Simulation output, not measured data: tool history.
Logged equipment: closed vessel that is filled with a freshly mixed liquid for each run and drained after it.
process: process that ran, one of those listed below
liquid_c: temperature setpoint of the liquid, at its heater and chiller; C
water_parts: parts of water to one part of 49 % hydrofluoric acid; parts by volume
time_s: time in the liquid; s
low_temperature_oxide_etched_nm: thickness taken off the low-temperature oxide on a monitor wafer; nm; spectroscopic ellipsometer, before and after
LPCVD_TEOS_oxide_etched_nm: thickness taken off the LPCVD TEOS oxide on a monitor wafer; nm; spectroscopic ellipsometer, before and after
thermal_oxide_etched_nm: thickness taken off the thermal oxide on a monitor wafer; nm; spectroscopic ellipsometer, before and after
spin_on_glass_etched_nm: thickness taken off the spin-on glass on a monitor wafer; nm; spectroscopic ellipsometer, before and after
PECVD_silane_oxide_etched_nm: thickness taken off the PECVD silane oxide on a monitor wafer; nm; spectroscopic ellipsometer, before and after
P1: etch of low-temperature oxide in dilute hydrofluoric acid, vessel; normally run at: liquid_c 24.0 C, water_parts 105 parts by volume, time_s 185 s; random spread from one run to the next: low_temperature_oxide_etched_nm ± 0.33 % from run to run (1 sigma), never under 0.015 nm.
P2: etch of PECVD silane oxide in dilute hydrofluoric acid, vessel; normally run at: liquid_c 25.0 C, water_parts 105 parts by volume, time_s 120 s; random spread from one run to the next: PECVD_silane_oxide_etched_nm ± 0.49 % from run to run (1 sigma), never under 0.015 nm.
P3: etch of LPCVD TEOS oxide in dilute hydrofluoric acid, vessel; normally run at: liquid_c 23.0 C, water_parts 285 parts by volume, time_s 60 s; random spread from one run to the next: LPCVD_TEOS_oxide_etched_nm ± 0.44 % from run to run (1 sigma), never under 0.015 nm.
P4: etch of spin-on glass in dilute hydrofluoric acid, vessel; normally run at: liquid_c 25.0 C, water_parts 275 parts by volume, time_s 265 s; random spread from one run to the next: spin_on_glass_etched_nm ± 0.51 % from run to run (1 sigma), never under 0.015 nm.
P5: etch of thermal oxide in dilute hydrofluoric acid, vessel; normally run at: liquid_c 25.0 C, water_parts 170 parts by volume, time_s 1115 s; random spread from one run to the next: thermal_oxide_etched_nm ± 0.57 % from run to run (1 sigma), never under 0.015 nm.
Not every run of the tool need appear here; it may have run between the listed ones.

run    day  process  liquid_c  water_parts  time_s  hours since the thermometer was replaced  hours since the hydrofluoric acid flow meter was replaced  low_temperature_oxide_etched_nm  LPCVD_TEOS_oxide_etched_nm  thermal_oxide_etched_nm  spin_on_glass_etched_nm  PECVD_silane_oxide_etched_nm
  1  0.171       P1      24.0          105     185                                     498.0                                                      309.3                          53.5530
  2  0.279       P3      23.0          285     100                                     500.6                                                      311.9                                                      13.8350
  3  0.483       P3      28.0          285      60                                     505.5                                                      316.8                                                       9.9388
  4  0.654       P5      29.0          170    1115                                     509.6                                                      320.9                                                                                35.685
  5  0.875       P5      25.0          170    1115                                     514.9                                                      326.2                                                                                30.293
  6  0.992       P1      30.5          105     185                                     517.7                                                      329.0                          68.8760
  7  1.133       P4      25.0          275     265                                     521.1                                                      332.4                                                                                                         28.794
  8  1.292       P4      25.0          275     535                                     524.9                                                      336.2                                                                                                         57.662
  9  1.412       P1      24.0           50     185                                     527.8                                                      339.1                         121.1000
 10  1.558       P5      25.0          170    1805                                     531.3                                                      342.6                                                                                49.708
 11  1.742       P5      25.0          170    1115                                     535.7                                                      347.0                                                                                30.493
 12  1.938       P1      24.0          105     305                                     540.4                                                      351.7                          89.2710
 13  2.062       P4      25.0          275     265                                     543.4                                                      354.7                                                                                                         28.241
 14  2.208       P1      24.0          105     185                                     546.9                                                      358.2                          53.5840
 15  2.442       P1      24.0           50     345                                     552.5                                                      363.8                         225.3200
 16  2.546       P4      19.0          275     265                                     555.0                                                      366.3                                                                                                         22.995
 17  2.692       P1      24.0           70      40                                     558.5                                                      369.8                          18.1890
 18  2.833       P2      25.0          105     120                                     561.9                                                      373.2                                                                                                                                       59.219
 19  2.971       P5      25.0           50    1115                                     565.2                                                      376.5                                                                               120.390
 20  3.162       P1      20.0          105     185                                     569.8                                                      381.1                          45.8200
 21  3.304       P1      24.0          175     185                                     573.2                                                      384.5                          29.7100
 22  3.446       P1      29.0          105      35                                     576.6                                                      387.9                          12.3610
 23  3.629       P2      25.0           50     120                                     581.0                                                      392.3                                                                                                                                      131.840
 24  3.817       P3      23.0          125      60                                     585.5                                                      396.8                                                      22.5130
 25  3.962       P2      25.0          105      30                                     589.0                                                      400.3                                                                                                                                       14.777
 26  4.162       P2      25.0          105     120                                     593.8                                                      405.1                                                                                                                                       58.658
 27  4.288       P1      24.0          105     185                                     596.8                                                      408.1                          53.8420
 28  4.454       P1      24.0          105     185                                     600.8                                                      412.1                          53.4560
 29  4.588       P2      29.0          105     120                                     604.0                                                      415.3                                                                                                                                       67.895
 30  4.804       P3      23.0          285      60                                     609.2                                                      420.5                                                       8.4372
 31  4.925       P4      25.0          510     265                                     612.1                                                      423.4                                                                                                         12.414
 32  5.100       P1      24.0          105     185                                     616.3                                                      427.6                          53.8550
 33  5.275       P1      24.0          105     185                                     620.5                                                      431.8                          53.7290
 34  5.488       P1      24.0          105      30                                     625.6                                                      436.9                           8.6512
 35  5.717       P1      24.0          105     185                                     631.1                                                      442.4                          54.0250
 36  5.854       P1      24.0          105     185                                     634.4                                                      445.7                          53.8510
 37  6.058       P1      24.0          105     185                                     639.3                                                      450.6                          51.3850
 38  6.229       P1      24.0          105     185                                     643.4                                                      454.7                          50.5740
 39  6.438       P1      24.0          105     185                                     648.4                                                      459.7                          50.1190
 40  6.546       P1      24.0          105     185                                     651.0                                                      462.3                          49.7210
 41  6.650       P1      24.0          105     185                                     653.5                                                      464.8                          49.8000
 42  6.792       P1      24.0          105     185                                     656.9                                                      468.2                          49.7500
 43  6.954       P1      24.0          105     185                                     660.8                                                      472.1                          49.8630

P1 no longer gives what it gave before; its output has crept away from where it was. The following 2 causes, each at its listed size, fit the log equally well:
A: liquid colder than its thermometer reads (K) = 1.98
B: hydrofluoric acid flow below the setpoint (%) = 6.7
Creep in the process output first set in at about day 5.854.

Each of the check runs listed below is run on 2 wafers and reports their average, with the results left as question marks. Pick the one under which the possible causes would lead to clearly different results.
check 1  7.117       P3      23.0          145      60                                                                                                                                                                 ?
check 2  7.117       P5      28.0           55    1115                                                                                                                                                                                          ?
check 3  7.117       P2      25.0           70      60                                                                                                                                                                                                                                                 ?
check 4  7.117       P4      21.0          490     265                                                                                                                                                                                                                   ?

How each check would come out, cause by cause:
  check                        result     if A     if B
check 1    LPCVD_TEOS_oxide_etched_nm  17.5770  17.5160
check 2       thermal_oxide_etched_nm  113.860  114.330
check 3  PECVD_silane_oxide_etched_nm   42.691   42.872
check 4       spin_on_glass_etched_nm   10.827   10.496
Separation of the two closest causes in each check, using whichever result separates them best: check 1 0.35 %; check 2 0.41 %; check 3 0.42 %; check 4 3.11 %
Only in check 4 would the causes give clearly different results; in the remaining checks their results would be nearly the same.

Check 4 has now been run. It gave: spin_on_glass_etched_nm 10.808 nm. Which of the candidate causes is it?

It is A: liquid colder than its thermometer reads (K).
